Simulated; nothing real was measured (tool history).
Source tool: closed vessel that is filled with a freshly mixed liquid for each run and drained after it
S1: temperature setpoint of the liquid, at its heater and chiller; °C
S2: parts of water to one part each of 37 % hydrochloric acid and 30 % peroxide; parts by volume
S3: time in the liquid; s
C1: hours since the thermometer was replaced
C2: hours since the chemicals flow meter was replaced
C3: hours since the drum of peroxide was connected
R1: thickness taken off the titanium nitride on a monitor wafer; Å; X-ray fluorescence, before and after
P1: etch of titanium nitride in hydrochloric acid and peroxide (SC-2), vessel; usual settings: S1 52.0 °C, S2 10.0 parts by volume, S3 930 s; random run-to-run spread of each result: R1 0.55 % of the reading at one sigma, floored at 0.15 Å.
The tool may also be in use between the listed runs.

{"run": 1, "hour": 8.2, "S1": 52.0, "S2": 10.0, "S3": 930, "C1": 300.0, "C2": 137.3, "C3": 307.3, "R1": 495.03}
{"run": 2, "hour": 16.0, "S1": 52.0, "S2": 10.0, "S3": 30, "C1": 307.8, "C2": 145.1, "C3": 315.1, "R1": 16.133}
{"run": 3, "hour": 27.1, "S1": 52.0, "S2": 18.5, "S3": 930, "C1": 318.9, "C2": 156.2, "C3": 326.2, "R1": 290.1}
{"run": 4, "hour": 33.5, "S1": 52.0, "S2": 5.0, "S3": 1520, "C1": 325.3, "C2": 162.6, "C3": 332.6, "R1": 1408.6}
{"hour": 45.0, "done": "chemicals flow meter replaced"}
{"run": 5, "hour": 45.0, "S1": 52.0, "S2": 4.0, "S3": 930, "C1": 336.8, "C2": 0.0, "C3": 344.1, "R1": 987.99}
{"run": 6, "hour": 54.5, "S1": 65.0, "S2": 10.0, "S3": 930, "C1": 346.3, "C2": 9.5, "C3": 353.6, "R1": 1124.5}
{"run": 7, "hour": 66.6, "S1": 52.0, "S2": 10.0, "S3": 930, "C1": 358.4, "C2": 21.6, "C3": 365.7, "R1": 500.77}
{"run": 8, "hour": 72.9, "S1": 60.5, "S2": 10.0, "S3": 325, "C1": 364.7, "C2": 27.9, "C3": 372.0, "R1": 297.11}
{"run": 9, "hour": 80.2, "S1": 40.0, "S2": 10.0, "S3": 275, "C1": 372.0, "C2": 35.2, "C3": 379.3, "R1": 65.035}
{"run": 10, "hour": 88.1, "S1": 52.0, "S2": 10.0, "S3": 1720, "C1": 379.9, "C2": 43.1, "C3": 387.2, "R1": 914.63}
{"run": 11, "hour": 100.2, "S1": 52.0, "S2": 10.0, "S3": 930, "C1": 392.0, "C2": 55.2, "C3": 399.3, "R1": 495.9}
{"run": 12, "hour": 109.9, "S1": 52.0, "S2": 10.0, "S3": 930, "C1": 401.7, "C2": 64.9, "C3": 409.0, "R1": 494.43}
{"run": 13, "hour": 116.5, "S1": 52.0, "S2": 10.0, "S3": 930, "C1": 408.3, "C2": 71.5, "C3": 415.6, "R1": 495.02}

The next listed run, before its measurement:
{"run": 14, "hour": 128.1, "S1": 52.0, "S2": 10.0, "S3": 930, "C1": 419.9, "C2": 83.1, "C3": 427.2, "R1": "?"}

R1: 495.050 Å
